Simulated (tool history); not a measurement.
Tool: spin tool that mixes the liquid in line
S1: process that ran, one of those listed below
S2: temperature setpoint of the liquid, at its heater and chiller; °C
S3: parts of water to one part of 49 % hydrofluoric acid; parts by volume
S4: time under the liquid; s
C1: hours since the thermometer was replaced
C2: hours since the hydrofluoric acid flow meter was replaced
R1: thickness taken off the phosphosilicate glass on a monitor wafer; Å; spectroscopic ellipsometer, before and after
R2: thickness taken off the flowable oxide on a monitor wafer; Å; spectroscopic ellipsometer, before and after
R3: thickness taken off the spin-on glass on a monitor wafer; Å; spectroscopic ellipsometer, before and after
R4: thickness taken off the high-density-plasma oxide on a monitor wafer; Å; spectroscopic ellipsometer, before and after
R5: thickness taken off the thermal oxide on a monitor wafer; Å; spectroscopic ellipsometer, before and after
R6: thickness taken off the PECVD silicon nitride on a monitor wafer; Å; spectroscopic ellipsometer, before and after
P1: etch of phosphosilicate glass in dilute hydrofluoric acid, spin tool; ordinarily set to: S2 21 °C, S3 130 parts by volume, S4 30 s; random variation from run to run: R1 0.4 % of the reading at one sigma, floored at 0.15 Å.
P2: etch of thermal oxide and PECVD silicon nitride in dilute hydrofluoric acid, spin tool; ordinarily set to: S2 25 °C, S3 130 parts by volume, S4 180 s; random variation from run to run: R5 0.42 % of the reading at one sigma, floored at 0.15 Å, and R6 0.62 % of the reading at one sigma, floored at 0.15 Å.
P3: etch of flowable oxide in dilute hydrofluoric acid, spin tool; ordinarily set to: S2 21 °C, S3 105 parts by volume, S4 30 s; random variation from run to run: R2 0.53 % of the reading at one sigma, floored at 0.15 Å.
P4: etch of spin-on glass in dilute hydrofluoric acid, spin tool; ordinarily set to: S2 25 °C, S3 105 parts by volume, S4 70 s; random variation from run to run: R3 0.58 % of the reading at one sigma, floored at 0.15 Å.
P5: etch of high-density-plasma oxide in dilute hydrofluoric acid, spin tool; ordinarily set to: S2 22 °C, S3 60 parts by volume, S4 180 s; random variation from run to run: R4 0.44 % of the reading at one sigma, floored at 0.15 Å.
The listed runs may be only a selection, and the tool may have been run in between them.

{"run": 1, "hour": 5.2, "S1": "P1", "S2": 21, "S3": 130, "S4": 30, "C1": 685.5, "C2": 1431.7, "R1": 187.28}
{"run": 2, "hour": 8.2, "S1": "P1", "S2": 17, "S3": 90, "S4": 30, "C1": 688.5, "C2": 1434.7, "R1": 238.8}
{"run": 3, "hour": 13.2, "S1": "P1", "S2": 21, "S3": 130, "S4": 30, "C1": 693.5, "C2": 1439.7, "R1": 186.75}
{"run": 4, "hour": 17.0, "S1": "P3", "S2": 21, "S3": 45, "S4": 30, "C1": 697.3, "C2": 1443.5, "R2": 295.89}
{"run": 5, "hour": 20.3, "S1": "P1", "S2": 21, "S3": 130, "S4": 15, "C1": 700.6, "C2": 1446.8, "R1": 93.641}
{"run": 6, "hour": 24.6, "S1": "P1", "S2": 21, "S3": 130, "S4": 30, "C1": 704.9, "C2": 1451.1, "R1": 188.21}
{"run": 7, "hour": 28.4, "S1": "P4", "S2": 25, "S3": 105, "S4": 70, "C1": 708.7, "C2": 1454.9, "R3": 269.84}
{"run": 8, "hour": 32.8, "S1": "P3", "S2": 21, "S3": 105, "S4": 60, "C1": 713.1, "C2": 1459.3, "R2": 237.45}
{"run": 9, "hour": 36.8, "S1": "P1", "S2": 21, "S3": 225, "S4": 30, "C1": 717.1, "C2": 1463.3, "R1": 97.744}
{"run": 10, "hour": 41.1, "S1": "P1", "S2": 21, "S3": 45, "S4": 30, "C1": 721.4, "C2": 1467.6, "R1": 602.56}
{"run": 11, "hour": 43.9, "S1": "P1", "S2": 17, "S3": 130, "S4": 30, "C1": 724.2, "C2": 1470.4, "R1": 159.82}
{"run": 12, "hour": 47.4, "S1": "P5", "S2": 22, "S3": 60, "S4": 180, "C1": 727.7, "C2": 1473.9, "R4": 145.65}
{"run": 13, "hour": 52.6, "S1": "P2", "S2": 25, "S3": 130, "S4": 65, "C1": 732.9, "C2": 1479.1, "R5": 22.548, "R6": 15.552}
{"run": 14, "hour": 56.1, "S1": "P1", "S2": 29, "S3": 130, "S4": 30, "C1": 736.4, "C2": 1482.6, "R1": 255.56}
{"run": 15, "hour": 60.3, "S1": "P1", "S2": 21, "S3": 130, "S4": 30, "C1": 740.6, "C2": 1486.8, "R1": 188.03}
{"run": 16, "hour": 62.7, "S1": "P4", "S2": 25, "S3": 105, "S4": 40, "C1": 743, "C2": 1489.2, "R3": 155.15}
{"run": 17, "hour": 67.1, "S1": "P5", "S2": 22, "S3": 90, "S4": 180, "C1": 747.4, "C2": 1493.6, "R4": 94.122}
{"run": 18, "hour": 70.7, "S1": "P1", "S2": 21, "S3": 130, "S4": 60, "C1": 751, "C2": 1497.2, "R1": 377.41}
{"run": 19, "hour": 74.0, "S1": "P5", "S2": 22, "S3": 60, "S4": 180, "C1": 754.3, "C2": 1500.5, "R4": 147.36}
{"run": 20, "hour": 78.3, "S1": "P2", "S2": 25, "S3": 130, "S4": 180, "C1": 758.6, "C2": 1504.8, "R5": 62.494, "R6": 43.438}
{"run": 21, "hour": 80.8, "S1": "P1", "S2": 21, "S3": 130, "S4": 30, "C1": 761.1, "C2": 1507.3, "R1": 188.93}
{"run": 22, "hour": 83.9, "S1": "P3", "S2": 21, "S3": 105, "S4": 30, "C1": 764.2, "C2": 1510.4, "R2": 118.88}
{"run": 23, "hour": 87.5, "S1": "P2", "S2": 25, "S3": 80, "S4": 180, "C1": 767.8, "C2": 1514, "R5": 108.3, "R6": 69.553}
{"run": 24, "hour": 92.9, "S1": "P4", "S2": 25, "S3": 160, "S4": 70, "C1": 773.2, "C2": 1519.4, "R3": 164.62}
{"run": 25, "hour": 97.7, "S1": "P1", "S2": 17, "S3": 130, "S4": 15, "C1": 778, "C2": 1524.2, "R1": 79.923}
{"run": 26, "hour": 102.5, "S1": "P3", "S2": 21, "S3": 105, "S4": 30, "C1": 782.8, "C2": 1529, "R2": 118.77}
{"run": 27, "hour": 107.9, "S1": "P4", "S2": 25, "S3": 105, "S4": 70, "C1": 788.2, "C2": 1534.4, "R3": 269.85}
{"run": 28, "hour": 111.2, "S1": "P2", "S2": 19.5, "S3": 130, "S4": 180, "C1": 791.5, "C2": 1537.7, "R5": 49.997, "R6": 30.353}
{"run": 29, "hour": 114.3, "S1": "P2", "S2": 25, "S3": 130, "S4": 180, "C1": 794.6, "C2": 1540.8, "R5": 62.198, "R6": 42.921}
{"run": 30, "hour": 118.7, "S1": "P3", "S2": 17, "S3": 105, "S4": 30, "C1": 799, "C2": 1545.2, "R2": 100.71}
{"run": 31, "hour": 121.3, "S1": "P1", "S2": 21, "S3": 130, "S4": 30, "C1": 801.6, "C2": 1547.8, "R1": 188.12}
{"run": 32, "hour": 123.9, "S1": "P5", "S2": 22, "S3": 60, "S4": 265, "C1": 804.2, "C2": 1550.4, "R4": 215.63}
{"run": 33, "hour": 128.9, "S1": "P5", "S2": 17, "S3": 60, "S4": 180, "C1": 809.2, "C2": 1555.4, "R4": 119.67}
{"run": 34, "hour": 132.8, "S1": "P4", "S2": 17, "S3": 105, "S4": 70, "C1": 813.1, "C2": 1559.3, "R3": 193.85}
{"run": 35, "hour": 135.5, "S1": "P1", "S2": 21, "S3": 130, "S4": 30, "C1": 815.8, "C2": 1562, "R1": 187.9}
{"run": 36, "hour": 139.3, "S1": "P1", "S2": 21, "S3": 130, "S4": 30, "C1": 819.6, "C2": 1565.8, "R1": 193.78}
{"run": 37, "hour": 142.4, "S1": "P1", "S2": 21, "S3": 130, "S4": 30, "C1": 822.7, "C2": 1568.9, "R1": 197.72}
{"run": 38, "hour": 147.5, "S1": "P1", "S2": 21, "S3": 130, "S4": 30, "C1": 827.8, "C2": 1574, "R1": 198.34}
{"run": 39, "hour": 150.1, "S1": "P1", "S2": 21, "S3": 130, "S4": 30, "C1": 830.4, "C2": 1576.6, "R1": 199.65}
{"run": 40, "hour": 155.4, "S1": "P1", "S2": 21, "S3": 130, "S4": 30, "C1": 835.7, "C2": 1581.9, "R1": 201}
{"run": 41, "hour": 160.7, "S1": "P1", "S2": 21, "S3": 130, "S4": 30, "C1": 841, "C2": 1587.2, "R1": 200.64}
{"run": 42, "hour": 166.0, "S1": "P1", "S2": 21, "S3": 130, "S4": 30, "C1": 846.3, "C2": 1592.5, "R1": 203.25}
{"run": 43, "hour": 168.5, "S1": "P1", "S2": 21, "S3": 130, "S4": 30, "C1": 848.8, "C2": 1595, "R1": 202.94}

P1 has crept away from where it was. The log is fitted equally well by each of these 2 causes, at the sizes shown:
A: hydrofluoric acid flow above the setpoint (%) = 6.43
B: liquid hotter than its thermometer reads (K) = 1.8
The creep began at about hour 135.5.

Which of the 4 check runs listed below separates the causes, so that each cause would produce a clearly different result? Each run uses one wafer, and its results are marked with question marks.
{"run": "check 1", "hour": 171.0, "S1": "P3", "S2": 21, "S3": 105, "S4": 30, "R2": "?"}
{"run": "check 2", "hour": 171.0, "S1": "P4", "S2": 25, "S3": 105, "S4": 70, "R3": "?"}
{"run": "check 3", "hour": 171.0, "S1": "P2", "S2": 25, "S3": 130, "S4": 180, "R5": "?", "R6": "?"}
{"run": "check 4", "hour": 171.0, "S1": "P5", "S2": 22, "S3": 60, "S4": 180, "R4": "?"}

Predicted outcomes, by check and by cause:
check=check_1 result=R2 if_A=127.62 if_B=127.99
check=check_2 result=R3 if_A=289.48 if_B=289.36
check=check_3 result=R5 if_A=67.311 if_B=67.09
check=check_3 result=R6 if_A=45.875 if_B=48.392
check=check_4 result=R4 if_A=156.84 if_B=158.01
Distance between the nearest two causes, measured in the result of the check that separates them most: check 1 0.29 %; check 2 0.04 %; check 3 5.34 %; check 4 0.74 %
Only check 3 tells the causes apart: in the others they would give nearly the same result.

Check 3 has now been run. It gave: R5 66.689 Å; R6 48.681 Å. Which of the candidate causes is it?

It was cause B: liquid hotter than its thermometer reads (K).
